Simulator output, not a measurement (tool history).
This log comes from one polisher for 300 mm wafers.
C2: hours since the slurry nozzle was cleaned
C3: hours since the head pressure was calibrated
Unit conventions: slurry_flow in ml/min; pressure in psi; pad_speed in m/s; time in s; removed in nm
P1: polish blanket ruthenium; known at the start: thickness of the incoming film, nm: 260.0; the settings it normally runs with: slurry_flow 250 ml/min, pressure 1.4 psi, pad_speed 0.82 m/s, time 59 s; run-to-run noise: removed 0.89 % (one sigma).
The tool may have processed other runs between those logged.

run 1 day=0.2 | slurry_flow=250 pressure=1.4 pad_speed=0.82 time=59 | wafers_polished_on_this_pad=564 C2=222.6 C3=245.7 | removed=34.966
run 2 day=0.467 | slurry_flow=250 pressure=1.4 pad_speed=0.82 time=59 | wafers_polished_on_this_pad=619 C2=229 C3=252.1 | removed=34.962
run 3 day=0.771 | slurry_flow=150 pressure=1.4 pad_speed=0.82 time=59 | wafers_polished_on_this_pad=682 C2=236.3 C3=259.4 | removed=31.393
run 4 day=1.071 | slurry_flow=180 pressure=1.4 pad_speed=0.82 time=75 | wafers_polished_on_this_pad=743 C2=243.5 C3=266.6 | removed=41.432
run 5 day=1.242 | slurry_flow=250 pressure=1.4 pad_speed=0.82 time=59 | wafers_polished_on_this_pad=779 C2=247.6 C3=270.7 | removed=35.041
run 6 day=1.533 | slurry_flow=320 pressure=1.4 pad_speed=0.82 time=59 | wafers_polished_on_this_pad=839 C2=254.6 C3=277.7 | removed=35.129
run 7 day=1.842 | slurry_flow=250 pressure=1.4 pad_speed=0.82 time=59 | wafers_polished_on_this_pad=902 C2=262 C3=285.1 | removed=34.027
run 8 day=1.992 | slurry_flow=250 pressure=1.4 pad_speed=0.82 time=31 | wafers_polished_on_this_pad=933 C2=265.6 C3=288.7 | removed=18.251
run 9 day=2.308 | slurry_flow=250 pressure=1.4 pad_speed=0.82 time=87 | wafers_polished_on_this_pad=999 C2=273.2 C3=296.3 | removed=50.787
run 10 day=2.592 | slurry_flow=250 pressure=1.4 pad_speed=0.44 time=59 | wafers_polished_on_this_pad=1057 C2=280 C3=303.1 | removed=18.593
-- day=2.604 slurry nozzle cleaned
run 11 day=2.733 | slurry_flow=250 pressure=0.7 pad_speed=0.82 time=59 | wafers_polished_on_this_pad=1086 C2=3.1 C3=306.5 | removed=17.108
run 12 day=3.025 | slurry_flow=250 pressure=2 pad_speed=0.54 time=59 | wafers_polished_on_this_pad=1146 C2=10.1 C3=313.5 | removed=32.441
run 13 day=3.25 | slurry_flow=250 pressure=1.4 pad_speed=0.82 time=59 | wafers_polished_on_this_pad=1193 C2=15.5 C3=318.9 | removed=34.427
run 14 day=3.567 | slurry_flow=250 pressure=1.4 pad_speed=1.28 time=59 | wafers_polished_on_this_pad=1258 C2=23.1 C3=326.5 | removed=54.054
run 15 day=3.729 | slurry_flow=250 pressure=2.2 pad_speed=0.82 time=59 | wafers_polished_on_this_pad=1291 C2=27 C3=330.4 | removed=53.469
run 16 day=4.054 | slurry_flow=250 pressure=1.4 pad_speed=0.82 time=59 | wafers_polished_on_this_pad=1358 C2=34.8 C3=338.2 | removed=34.352
run 17 day=4.279 | slurry_flow=250 pressure=1.4 pad_speed=0.82 time=59 | wafers_polished_on_this_pad=1405 C2=40.2 C3=343.6 | removed=33.554
run 18 day=4.521 | slurry_flow=250 pressure=1.4 pad_speed=0.82 time=59 | wafers_polished_on_this_pad=1455 C2=46 C3=349.4 | removed=32.823

Expected results for the next run?
run 19 day=4.725 | slurry_flow=250 pressure=1.4 pad_speed=0.82 time=59 | wafers_polished_on_this_pad=1497 C2=50.9 C3=354.3 | removed=?

{"run 19": {"removed": 32.989}}
